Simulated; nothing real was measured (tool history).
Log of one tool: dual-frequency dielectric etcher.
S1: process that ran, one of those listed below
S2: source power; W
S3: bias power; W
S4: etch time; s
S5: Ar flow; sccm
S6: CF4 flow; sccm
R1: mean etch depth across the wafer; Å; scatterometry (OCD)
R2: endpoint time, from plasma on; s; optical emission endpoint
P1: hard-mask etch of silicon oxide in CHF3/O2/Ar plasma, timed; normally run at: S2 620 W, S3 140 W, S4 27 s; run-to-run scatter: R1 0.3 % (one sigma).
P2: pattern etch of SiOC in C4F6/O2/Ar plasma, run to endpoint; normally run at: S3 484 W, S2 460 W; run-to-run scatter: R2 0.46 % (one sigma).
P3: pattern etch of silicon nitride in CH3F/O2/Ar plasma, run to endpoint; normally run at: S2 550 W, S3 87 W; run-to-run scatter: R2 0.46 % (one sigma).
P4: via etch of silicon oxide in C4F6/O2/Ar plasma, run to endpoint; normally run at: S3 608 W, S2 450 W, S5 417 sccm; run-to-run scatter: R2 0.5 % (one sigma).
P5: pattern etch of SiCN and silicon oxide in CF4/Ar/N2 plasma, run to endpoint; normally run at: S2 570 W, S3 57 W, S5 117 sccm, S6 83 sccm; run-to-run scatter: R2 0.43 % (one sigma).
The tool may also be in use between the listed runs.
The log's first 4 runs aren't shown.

| run | day | S1 | S2 | S3 | S4 | S5 | S6 | R1 | R2 |
|---|---|---|---|---|---|---|---|---|---|
| 5 | 2.754 | P5 | 440 | 57 |  | 117 | 83 |  | 21.354 |
| 6 | 3.317 | P1 | 620 | 140 | 27 |  |  | 481.94 |  |
| 7 | 3.962 | P4 | 630 | 608 |  | 417 |  |  | 12.527 |
| 8 | 4.679 | P1 | 620 | 140 | 27 |  |  | 482.2 |  |
| 9 | 5.029 | P2 | 460 | 484 |  |  |  |  | 10.605 |
| 10 | 5.708 | P4 | 450 | 472 |  | 417 |  |  | 15.504 |
| 11 | 6.042 | P2 | 260 | 484 |  |  |  |  | 13.095 |
| 12 | 6.767 | P3 | 550 | 58 |  |  |  |  | 28.813 |
|  | 7.221 | bias power generator calibrated |
| 13 | 7.325 | P1 | 370 | 140 | 15 |  |  | 220.35 |  |
| 14 | 8.046 | P1 | 460 | 140 | 27 |  |  | 429.23 |  |
| 15 | 8.392 | P1 | 620 | 140 | 27 |  |  | 484.66 |  |
| 16 | 9.083 | P5 | 570 | 57 |  | 117 | 105 |  | 16.389 |
| 17 | 9.488 | P1 | 620 | 140 | 27 |  |  | 481.47 |  |
| 18 | 10 | P1 | 740 | 104 | 27 |  |  | 472.52 |  |
| 19 | 10.421 | P3 | 550 | 87 |  |  |  |  | 25.131 |
| 20 | 10.879 | P5 | 570 | 57 |  | 117 | 83 |  | 16.825 |
| 21 | 11.446 | P5 | 570 | 35 |  | 117 | 83 |  | 19.509 |
| 22 | 11.95 | P2 | 460 | 358 |  |  |  |  | 11.97 |
| 23 | 12.475 | P3 | 710 | 87 |  |  |  |  | 22.825 |
| 24 | 12.946 | P4 | 450 | 608 |  | 417 |  |  | 14.071 |
| 25 | 13.617 | P4 | 450 | 608 |  | 319 |  |  | 13.78 |

The next listed run, before its measurement:
| 26 | 14.042 | P1 | 620 | 140 | 37.5 |  |  | ? |  |

R1: 672.52 Å
